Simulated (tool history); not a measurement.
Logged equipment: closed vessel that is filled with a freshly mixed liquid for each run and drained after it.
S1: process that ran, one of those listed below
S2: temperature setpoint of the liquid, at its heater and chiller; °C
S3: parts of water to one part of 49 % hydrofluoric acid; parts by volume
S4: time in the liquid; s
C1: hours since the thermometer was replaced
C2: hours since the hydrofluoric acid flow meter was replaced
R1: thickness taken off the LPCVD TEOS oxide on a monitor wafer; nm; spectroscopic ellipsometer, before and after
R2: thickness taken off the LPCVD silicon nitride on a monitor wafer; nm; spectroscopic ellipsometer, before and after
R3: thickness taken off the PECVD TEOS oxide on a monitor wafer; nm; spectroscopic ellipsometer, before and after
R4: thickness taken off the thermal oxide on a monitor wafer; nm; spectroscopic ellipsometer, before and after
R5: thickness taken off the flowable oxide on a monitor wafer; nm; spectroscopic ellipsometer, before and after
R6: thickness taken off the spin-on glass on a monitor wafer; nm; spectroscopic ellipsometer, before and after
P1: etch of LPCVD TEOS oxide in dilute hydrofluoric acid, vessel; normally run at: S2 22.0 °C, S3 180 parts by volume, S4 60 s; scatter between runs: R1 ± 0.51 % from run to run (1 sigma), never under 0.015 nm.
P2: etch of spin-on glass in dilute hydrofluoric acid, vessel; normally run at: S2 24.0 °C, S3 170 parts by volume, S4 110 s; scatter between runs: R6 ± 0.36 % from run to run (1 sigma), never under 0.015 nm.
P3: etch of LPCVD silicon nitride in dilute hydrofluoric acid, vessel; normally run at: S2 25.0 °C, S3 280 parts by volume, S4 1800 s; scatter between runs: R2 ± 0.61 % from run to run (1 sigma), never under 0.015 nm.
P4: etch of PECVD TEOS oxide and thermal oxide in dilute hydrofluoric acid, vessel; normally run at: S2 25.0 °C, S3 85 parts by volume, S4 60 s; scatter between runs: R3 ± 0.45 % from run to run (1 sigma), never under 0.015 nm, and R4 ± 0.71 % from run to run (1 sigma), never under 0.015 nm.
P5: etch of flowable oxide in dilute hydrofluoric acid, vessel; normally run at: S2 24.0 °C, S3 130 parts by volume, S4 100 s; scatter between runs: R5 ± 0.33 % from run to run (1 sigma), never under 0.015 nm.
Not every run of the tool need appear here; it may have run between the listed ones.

Run 1, day 0.229: S1 P1, S2 22.0 °C, S3 180 parts by volume, S4 60 s; C1 714.6; C2 1586.3. Result: R1 13.8450 nm.
Run 2, day 0.546: S1 P1, S2 22.0 °C, S3 180 parts by volume, S4 60 s; C1 722.2; C2 1593.9. Result: R1 13.9060 nm.
Run 3, day 0.750: S1 P3, S2 25.0 °C, S3 280 parts by volume, S4 1800 s; C1 727.1; C2 1598.8. Result: R2 3.7157 nm.
Run 4, day 1.167: S1 P4, S2 25.0 °C, S3 145 parts by volume, S4 60 s; C1 737.1; C2 1608.8. Result: R3 7.8826 nm, R4 1.9437 nm.
Run 5, day 1.575: S1 P4, S2 25.0 °C, S3 85 parts by volume, S4 60 s; C1 746.9; C2 1618.6. Result: R3 14.5670 nm, R4 3.5831 nm.
Run 6, day 1.879: S1 P5, S2 24.0 °C, S3 130 parts by volume, S4 50 s; C1 754.2; C2 1625.9. Result: R5 7.6546 nm.
At day 1.958: hydrofluoric acid flow meter replaced.
Run 7, day 2.279: S1 P1, S2 22.0 °C, S3 180 parts by volume, S4 60 s; C1 763.8; C2 7.7. Result: R1 13.9550 nm.
Run 8, day 2.521: S1 P2, S2 24.0 °C, S3 95 parts by volume, S4 110 s; C1 769.6; C2 13.5. Result: R6 44.515 nm.
Run 9, day 2.925: S1 P1, S2 28.5 °C, S3 40 parts by volume, S4 60 s; C1 779.3; C2 23.2. Result: R1 95.7360 nm.
Run 10, day 3.325: S1 P1, S2 22.0 °C, S3 180 parts by volume, S4 30 s; C1 788.9; C2 32.8. Result: R1 6.8978 nm.
Run 11, day 3.612: S1 P1, S2 22.0 °C, S3 35 parts by volume, S4 60 s; C1 795.8; C2 39.7. Result: R1 84.2000 nm.
Run 12, day 3.938: S1 P5, S2 24.0 °C, S3 130 parts by volume, S4 100 s; C1 803.6; C2 47.5. Result: R5 15.3830 nm.
Run 13, day 4.283: S1 P3, S2 25.0 °C, S3 280 parts by volume, S4 1800 s; C1 811.9; C2 55.8. Result: R2 3.7117 nm.
At day 4.662: thermometer replaced.
Run 14, day 4.721: S1 P4, S2 18.5 °C, S3 85 parts by volume, S4 60 s; C1 1.4; C2 66.3. Result: R3 11.1000 nm, R4 2.7752 nm.
Run 15, day 5.038: S1 P1, S2 22.0 °C, S3 310 parts by volume, S4 60 s; C1 9.0; C2 73.9. Result: R1 7.0556 nm.
Run 16, day 5.333: S1 P2, S2 20.5 °C, S3 170 parts by volume, S4 110 s; C1 16.1; C2 81.0. Result: R6 19.730 nm.
Run 17, day 5.608: S1 P4, S2 25.0 °C, S3 85 parts by volume, S4 30 s; C1 22.7; C2 87.6. Result: R3 7.2400 nm, R4 1.8048 nm.
Run 18, day 6.046: S1 P5, S2 27.5 °C, S3 130 parts by volume, S4 100 s; C1 33.2; C2 98.1. Result: R5 17.5480 nm.
Run 19, day 6.475: S1 P1, S2 28.5 °C, S3 180 parts by volume, S4 60 s; C1 43.5; C2 108.4. Result: R1 17.6870 nm.
Run 20, day 6.888: S1 P3, S2 31.0 °C, S3 280 parts by volume, S4 1800 s; C1 53.4; C2 118.3. Result: R2 5.3106 nm.
Run 21, day 7.171: S1 P3, S2 25.0 °C, S3 280 parts by volume, S4 3510 s; C1 60.2; C2 125.1. Result: R2 7.1655 nm.
Run 22, day 7.508: S1 P2, S2 24.0 °C, S3 170 parts by volume, S4 50 s; C1 68.3; C2 133.2. Result: R6 10.359 nm.
Run 23, day 7.821: S1 P5, S2 24.0 °C, S3 25 parts by volume, S4 100 s; C1 75.8; C2 140.7. Result: R5 91.4120 nm.
Run 24, day 8.150: S1 P1, S2 22.0 °C, S3 180 parts by volume, S4 60 s; C1 83.7; C2 148.6. Result: R1 13.7850 nm.
Run 25, day 8.421: S1 P1, S2 17.0 °C, S3 180 parts by volume, S4 60 s; C1 90.2; C2 155.1. Result: R1 11.2620 nm.
Run 26, day 8.700: S1 P1, S2 18.5 °C, S3 180 parts by volume, S4 115 s; C1 96.9; C2 161.8. Result: R1 23.1490 nm.
Run 27, day 9.088: S1 P1, S2 22.0 °C, S3 180 parts by volume, S4 60 s; C1 106.2; C2 171.1. Result: R1 13.7710 nm.
Run 28, day 9.317: S1 P3, S2 25.0 °C, S3 395 parts by volume, S4 1800 s; C1 111.7; C2 176.6. Result: R2 2.6187 nm.
Run 29, day 9.529: S1 P4, S2 25.0 °C, S3 85 parts by volume, S4 60 s; C1 116.8; C2 181.7. Result: R3 14.4670 nm, R4 3.6554 nm.
Run 30, day 9.842: S1 P1, S2 22.0 °C, S3 180 parts by volume, S4 85 s; C1 124.3; C2 189.2. Result: R1 19.6040 nm.
Run 31, day 10.233: S1 P2, S2 24.0 °C, S3 170 parts by volume, S4 110 s; C1 133.7; C2 198.6. Result: R6 22.603 nm.
Run 32, day 10.571: S1 P1, S2 22.0 °C, S3 180 parts by volume, S4 60 s; C1 141.8; C2 206.7. Result: R1 13.8960 nm.
Run 33, day 10.979: S1 P1, S2 22.0 °C, S3 180 parts by volume, S4 60 s; C1 151.6; C2 216.5. Result: R1 13.9220 nm.
Run 34, day 11.442: S1 P1, S2 22.0 °C, S3 180 parts by volume, S4 60 s; C1 162.7; C2 227.6. Result: R1 14.1680 nm.
Run 35, day 11.838: S1 P1, S2 22.0 °C, S3 180 parts by volume, S4 60 s; C1 172.2; C2 237.1. Result: R1 14.2460 nm.
Run 36, day 12.117: S1 P1, S2 22.0 °C, S3 180 parts by volume, S4 60 s; C1 178.9; C2 243.8. Result: R1 14.4200 nm.
Run 37, day 12.338: S1 P1, S2 22.0 °C, S3 180 parts by volume, S4 60 s; C1 184.2; C2 249.1. Result: R1 14.3990 nm.
Run 38, day 12.758: S1 P1, S2 22.0 °C, S3 180 parts by volume, S4 60 s; C1 194.3; C2 259.2. Result: R1 14.4330 nm.
Run 39, day 13.075: S1 P1, S2 22.0 °C, S3 180 parts by volume, S4 60 s; C1 201.9; C2 266.8. Result: R1 14.4380 nm.
Run 40, day 13.488: S1 P1, S2 22.0 °C, S3 180 parts by volume, S4 60 s; C1 211.8; C2 276.7. Result: R1 14.6700 nm.
Run 41, day 13.696: S1 P1, S2 22.0 °C, S3 180 parts by volume, S4 60 s; C1 216.8; C2 281.7. Result: R1 14.4640 nm.
Run 42, day 14.029: S1 P1, S2 22.0 °C, S3 180 parts by volume, S4 60 s; C1 224.8; C2 289.7. Result: R1 14.7010 nm.
Run 43, day 14.471: S1 P1, S2 22.0 °C, S3 180 parts by volume, S4 60 s; C1 235.4; C2 300.3. Result: R1 14.6840 nm.

Compared with where it was, what P1 gives has crept away. Each cause listed below fits the log as well as the rest, at the size given for it:
A: hydrofluoric acid flow above the setpoint (%) = 4.73
B: liquid hotter than its thermometer reads (K) = 1.45
The drift started at roughly day 10.979.

The list below offers 4 check runs, each averaging the results of 2 wafers, and shows each result as a question mark. For which of them would the listed causes give clearly different results?
Run check 1, day 14.912: S1 P2, S2 24.0 °C, S3 170 parts by volume, S4 110 s. Result: R6 ?.
Run check 2, day 14.912: S1 P5, S2 24.0 °C, S3 130 parts by volume, S4 100 s. Result: R5 ?.
Run check 3, day 14.912: S1 P4, S2 25.0 °C, S3 85 parts by volume, S4 60 s. Result: R3 ?, R4 ?.
Run check 4, day 14.912: S1 P3, S2 25.0 °C, S3 280 parts by volume, S4 1800 s. Result: R2 ?.

How each check would come out, cause by cause:
  check  result     if A     if B
check 1      R6   23.930   23.916
check 2      R5  16.1760  16.2200
check 3      R3  15.2850  15.3770
check 3      R4   3.8022   3.8252
check 4      R2   3.8726   4.0367
Per check, the gap between the least separated pair of causes, taken in the result that splits them most: check 1 0.06 %; check 2 0.27 %; check 3 0.6 %; check 4 4.15 %
The other checks would show nearly matching results whichever cause is true, so check 4 is the only one that separates the causes.

With check 4 done, the readings were: R2 4.0479 nm. Identify which of the listed causes applies.

It was cause B: liquid hotter than its thermometer reads (K).
